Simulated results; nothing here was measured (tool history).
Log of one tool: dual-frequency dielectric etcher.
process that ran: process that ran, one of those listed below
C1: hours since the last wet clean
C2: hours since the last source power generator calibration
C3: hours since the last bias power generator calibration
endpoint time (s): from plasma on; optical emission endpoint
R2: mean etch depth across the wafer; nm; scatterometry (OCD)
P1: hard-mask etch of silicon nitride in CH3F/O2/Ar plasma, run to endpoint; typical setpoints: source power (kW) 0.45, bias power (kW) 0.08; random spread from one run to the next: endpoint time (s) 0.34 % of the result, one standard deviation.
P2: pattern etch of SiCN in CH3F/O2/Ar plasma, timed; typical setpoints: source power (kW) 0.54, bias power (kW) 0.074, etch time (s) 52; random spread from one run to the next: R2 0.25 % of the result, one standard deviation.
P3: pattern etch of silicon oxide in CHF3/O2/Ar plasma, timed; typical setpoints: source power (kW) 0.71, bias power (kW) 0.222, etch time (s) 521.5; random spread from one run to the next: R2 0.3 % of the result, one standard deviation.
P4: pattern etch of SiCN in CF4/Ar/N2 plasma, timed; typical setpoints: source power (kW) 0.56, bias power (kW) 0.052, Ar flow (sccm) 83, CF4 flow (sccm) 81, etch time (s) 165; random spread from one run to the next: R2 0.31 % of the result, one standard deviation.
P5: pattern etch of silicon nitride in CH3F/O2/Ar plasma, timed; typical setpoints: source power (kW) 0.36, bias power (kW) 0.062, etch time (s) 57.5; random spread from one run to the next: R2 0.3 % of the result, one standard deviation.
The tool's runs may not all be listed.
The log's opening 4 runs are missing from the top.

run 5 hour=60.3 | process_that_ran=P2 source_power_(kW)=0.54 bias_power_(kW)=0.074 etch_time_(s)=52 | C1=174.3 C2=3191.1 C3=1970.3 | R2=21.661
run 6 hour=75.8 | process_that_ran=P1 source_power_(kW)=0.45 bias_power_(kW)=0.08 | C1=189.8 C2=3206.6 C3=1985.8 | endpoint_time_(s)=55.182
run 7 hour=88.6 | process_that_ran=P2 source_power_(kW)=0.76 bias_power_(kW)=0.074 etch_time_(s)=52 | C1=202.6 C2=3219.4 C3=1998.6 | R2=24.648
run 8 hour=100.2 | process_that_ran=P5 source_power_(kW)=0.36 bias_power_(kW)=0.062 etch_time_(s)=41 | C1=214.2 C2=3231 C3=2010.2 | R2=26.569
run 9 hour=109 | process_that_ran=P1 source_power_(kW)=0.45 bias_power_(kW)=0.08 | C1=223 C2=3239.8 C3=2019 | endpoint_time_(s)=55.391
run 10 hour=124.4 | process_that_ran=P4 source_power_(kW)=0.46 bias_power_(kW)=0.052 etch_time_(s)=165 Ar_flow_(sccm)=83 CF4_flow_(sccm)=81 | C1=238.4 C2=3255.2 C3=2034.4 | R2=139.28
run 11 hour=134.9 | process_that_ran=P1 source_power_(kW)=0.45 bias_power_(kW)=0.08 | C1=248.9 C2=3265.7 C3=2044.9 | endpoint_time_(s)=55.52
run 12 hour=144.8 | process_that_ran=P5 source_power_(kW)=0.36 bias_power_(kW)=0.037 etch_time_(s)=57.5 | C1=258.8 C2=3275.6 C3=2054.8 | R2=31.773
run 13 hour=152 | process_that_ran=P3 source_power_(kW)=0.71 bias_power_(kW)=0.222 etch_time_(s)=521.5 | C1=266 C2=3282.8 C3=2062 | R2=1170.9
run 14 hour=163.8 | process_that_ran=P4 source_power_(kW)=0.56 bias_power_(kW)=0.052 etch_time_(s)=165 Ar_flow_(sccm)=83 CF4_flow_(sccm)=81 | C1=277.8 C2=3294.6 C3=2073.8 | R2=166.1
run 15 hour=175.8 | process_that_ran=P3 source_power_(kW)=0.86 bias_power_(kW)=0.222 etch_time_(s)=521.5 | C1=289.8 C2=3306.6 C3=2085.8 | R2=1264.9
run 16 hour=183.8 | process_that_ran=P3 source_power_(kW)=0.71 bias_power_(kW)=0.302 etch_time_(s)=521.5 | C1=297.8 C2=3314.6 C3=2093.8 | R2=1304.9
run 17 hour=193.8 | process_that_ran=P1 source_power_(kW)=0.45 bias_power_(kW)=0.08 | C1=307.8 C2=3324.6 C3=2103.8 | endpoint_time_(s)=55.086
run 18 hour=203.1 | process_that_ran=P1 source_power_(kW)=0.45 bias_power_(kW)=0.08 | C1=317.1 C2=3333.9 C3=2113.1 | endpoint_time_(s)=55.236
run 19 hour=218.9 | process_that_ran=P5 source_power_(kW)=0.36 bias_power_(kW)=0.062 etch_time_(s)=57.5 | C1=332.9 C2=3349.7 C3=2128.9 | R2=37.428
run 20 hour=229.6 | process_that_ran=P1 source_power_(kW)=0.55 bias_power_(kW)=0.08 | C1=343.6 C2=3360.4 C3=2139.6 | endpoint_time_(s)=50.969
run 21 hour=239.4 | process_that_ran=P1 source_power_(kW)=0.45 bias_power_(kW)=0.103 | C1=353.4 C2=3370.2 C3=2149.4 | endpoint_time_(s)=50.279
run 22 hour=249.2 | process_that_ran=P3 source_power_(kW)=0.71 bias_power_(kW)=0.222 etch_time_(s)=521.5 | C1=363.2 C2=3380 C3=2159.2 | R2=1166.4
run 23 hour=261.5 | process_that_ran=P5 source_power_(kW)=0.36 bias_power_(kW)=0.062 etch_time_(s)=57.5 | C1=375.5 C2=3392.3 C3=2171.5 | R2=37.395
run 24 hour=276 | process_that_ran=P2 source_power_(kW)=0.54 bias_power_(kW)=0.074 etch_time_(s)=52 | C1=390 C2=3406.8 C3=2186 | R2=21.73
run 25 hour=291.6 | process_that_ran=P3 source_power_(kW)=0.71 bias_power_(kW)=0.222 etch_time_(s)=696 | C1=405.6 C2=3422.4 C3=2201.6 | R2=1561.1
run 26 hour=303.5 | process_that_ran=P4 source_power_(kW)=0.56 bias_power_(kW)=0.052 etch_time_(s)=165 Ar_flow_(sccm)=83 CF4_flow_(sccm)=105 | C1=417.5 C2=3434.3 C3=2213.5 | R2=172.62
run 27 hour=312 | process_that_ran=P2 source_power_(kW)=0.54 bias_power_(kW)=0.074 etch_time_(s)=28.5 | C1=426 C2=3442.8 C3=2222 | R2=11.884
run 28 hour=324.9 | process_that_ran=P4 source_power_(kW)=0.56 bias_power_(kW)=0.052 etch_time_(s)=165 Ar_flow_(sccm)=67 CF4_flow_(sccm)=81 | C1=438.9 C2=3455.7 C3=2234.9 | R2=171.91

Run 29 comes next. What will it give?
run 29 hour=332.6 | process_that_ran=P5 source_power_(kW)=0.48 bias_power_(kW)=0.062 etch_time_(s)=57.5 | C1=446.6 C2=3463.4 C3=2242.6 | R2=?

Run 29 measured R2 41.703 nm.
